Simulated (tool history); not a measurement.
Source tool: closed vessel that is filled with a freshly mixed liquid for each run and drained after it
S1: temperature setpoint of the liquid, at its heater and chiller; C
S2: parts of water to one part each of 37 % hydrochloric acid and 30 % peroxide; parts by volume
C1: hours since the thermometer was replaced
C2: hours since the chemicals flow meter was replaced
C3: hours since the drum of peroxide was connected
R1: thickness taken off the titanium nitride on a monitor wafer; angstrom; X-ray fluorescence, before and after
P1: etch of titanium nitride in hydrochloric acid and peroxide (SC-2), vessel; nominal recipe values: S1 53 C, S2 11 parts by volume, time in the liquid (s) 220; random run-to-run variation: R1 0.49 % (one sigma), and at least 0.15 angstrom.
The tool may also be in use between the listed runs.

{"run": 1, "hour": 7.8, "S1": 53, "S2": 11, "time in the liquid (s)": 220, "C1": 812.6, "C2": 1260.9, "C3": 213.1, "R1": 58.743}
{"run": 2, "hour": 24.6, "S1": 53, "S2": 11, "time in the liquid (s)": 220, "C1": 829.4, "C2": 1277.7, "C3": 229.9, "R1": 58.303}
{"run": 3, "hour": 36.8, "S1": 53, "S2": 11, "time in the liquid (s)": 220, "C1": 841.6, "C2": 1289.9, "C3": 242.1, "R1": 58.344}
{"hour": 43.5, "done": "chemicals flow meter replaced"}
{"run": 4, "hour": 52.1, "S1": 53, "S2": 4, "time in the liquid (s)": 220, "C1": 856.9, "C2": 8.6, "C3": 257.4, "R1": 127.08}
{"run": 5, "hour": 66.0, "S1": 53, "S2": 20, "time in the liquid (s)": 220, "C1": 870.8, "C2": 22.5, "C3": 271.3, "R1": 34.831}
{"hour": 72.2, "done": "new drum of peroxide connected"}
{"run": 6, "hour": 81.7, "S1": 53, "S2": 11, "time in the liquid (s)": 220, "C1": 886.5, "C2": 38.2, "C3": 9.5, "R1": 58.411}
{"run": 7, "hour": 92.9, "S1": 67, "S2": 19, "time in the liquid (s)": 220, "C1": 897.7, "C2": 49.4, "C3": 20.7, "R1": 86.879}
{"run": 8, "hour": 103.1, "S1": 53, "S2": 7.5, "time in the liquid (s)": 390, "C1": 907.9, "C2": 59.6, "C3": 30.9, "R1": 141.4}
{"run": 9, "hour": 118.2, "S1": 37.5, "S2": 11, "time in the liquid (s)": 220, "C1": 923, "C2": 74.7, "C3": 46, "R1": 19.859}
{"run": 10, "hour": 128.2, "S1": 53, "S2": 11, "time in the liquid (s)": 220, "C1": 933, "C2": 84.7, "C3": 56, "R1": 58.686}
{"run": 11, "hour": 144.5, "S1": 69, "S2": 11, "time in the liquid (s)": 220, "C1": 949.3, "C2": 101, "C3": 72.3, "R1": 158.88}
{"run": 12, "hour": 154.6, "S1": 53, "S2": 11, "time in the liquid (s)": 30, "C1": 959.4, "C2": 111.1, "C3": 82.4, "R1": 7.7424}
{"run": 13, "hour": 163.9, "S1": 53, "S2": 11, "time in the liquid (s)": 385, "C1": 968.7, "C2": 120.4, "C3": 91.7, "R1": 102}
{"run": 14, "hour": 180.8, "S1": 53, "S2": 11, "time in the liquid (s)": 220, "C1": 985.6, "C2": 137.3, "C3": 108.6, "R1": 58.543}
{"run": 15, "hour": 196.9, "S1": 53, "S2": 11, "time in the liquid (s)": 220, "C1": 1001.7, "C2": 153.4, "C3": 124.7, "R1": 56.649}
{"run": 16, "hour": 212.7, "S1": 53, "S2": 11, "time in the liquid (s)": 220, "C1": 1017.5, "C2": 169.2, "C3": 140.5, "R1": 55.306}
{"run": 17, "hour": 221.8, "S1": 53, "S2": 11, "time in the liquid (s)": 220, "C1": 1026.6, "C2": 178.3, "C3": 149.6, "R1": 54.514}
{"run": 18, "hour": 237.7, "S1": 53, "S2": 11, "time in the liquid (s)": 220, "C1": 1042.5, "C2": 194.2, "C3": 165.5, "R1": 53.725}
{"run": 19, "hour": 249.7, "S1": 53, "S2": 11, "time in the liquid (s)": 220, "C1": 1054.5, "C2": 206.2, "C3": 177.5, "R1": 53.705}
{"hour": 262.6, "done": "new drum of peroxide connected"}
{"run": 20, "hour": 263.6, "S1": 53, "S2": 11, "time in the liquid (s)": 220, "C1": 1068.4, "C2": 220.1, "C3": 1, "R1": 53.535}
{"run": 21, "hour": 278.9, "S1": 53, "S2": 11, "time in the liquid (s)": 220, "C1": 1083.7, "C2": 235.4, "C3": 16.3, "R1": 53.006}
{"run": 22, "hour": 293.8, "S1": 53, "S2": 11, "time in the liquid (s)": 220, "C1": 1098.6, "C2": 250.3, "C3": 31.2, "R1": 52.84}
{"run": 23, "hour": 307.1, "S1": 53, "S2": 11, "time in the liquid (s)": 220, "C1": 1111.9, "C2": 263.6, "C3": 44.5, "R1": 53.529}
{"run": 24, "hour": 321.0, "S1": 53, "S2": 11, "time in the liquid (s)": 220, "C1": 1125.8, "C2": 277.5, "C3": 58.4, "R1": 53.155}
{"run": 25, "hour": 334.8, "S1": 53, "S2": 11, "time in the liquid (s)": 220, "C1": 1139.6, "C2": 291.3, "C3": 72.2, "R1": 52.979}

Something has made what P1 gives creep away from where it was; the 2 causes below, each at its own stated size, fit the log equally well:
A: chemicals flow below the setpoint (%) = 11.2
B: liquid colder than its thermometer reads (K) = 1.54
At approximately hour 180.8, the process output began to creep.
What rules out each remaining cause:
peroxide weaker than its label (%): maintenance at hour 262.6, after the shift began, did not return the process to its former output

Which of the 4 check runs listed below, each an average over 3 wafers with its results shown as question marks, gives clearly different results under the different listed causes?
{"run": "check 1", "hour": 348.6, "S1": 40.5, "S2": 16, "time in the liquid (s)": 220, "R1": "?"}
{"run": "check 2", "hour": 348.6, "S1": 59, "S2": 11, "time in the liquid (s)": 50, "R1": "?"}
{"run": "check 3", "hour": 348.6, "S1": 39.5, "S2": 15.5, "time in the liquid (s)": 220, "R1": "?"}
{"run": "check 4", "hour": 348.6, "S1": 53, "S2": 4, "time in the liquid (s)": 315, "R1": "?"}

Check results expected under each cause:
check=check_1 result=R1 if_A=16.227 if_B=16.174
check=check_2 result=R1 if_A=17.669 if_B=17.735
check=check_3 result=R1 if_A=15.552 if_B=15.485
check=check_4 result=R1 if_A=167.41 if_B=164.02
Per-check spread between the two closest causes, in the result where they differ most: check 1 0.33 %; check 2 0.37 %; check 3 0.43 %; check 4 2.05 %
Check 4 tells the causes apart: in the others they would give nearly the same result.

The results of check 4 are: R1 164.91 angstrom. Based on these, which of the listed causes is it?

It was cause B: liquid colder than its thermometer reads (K).

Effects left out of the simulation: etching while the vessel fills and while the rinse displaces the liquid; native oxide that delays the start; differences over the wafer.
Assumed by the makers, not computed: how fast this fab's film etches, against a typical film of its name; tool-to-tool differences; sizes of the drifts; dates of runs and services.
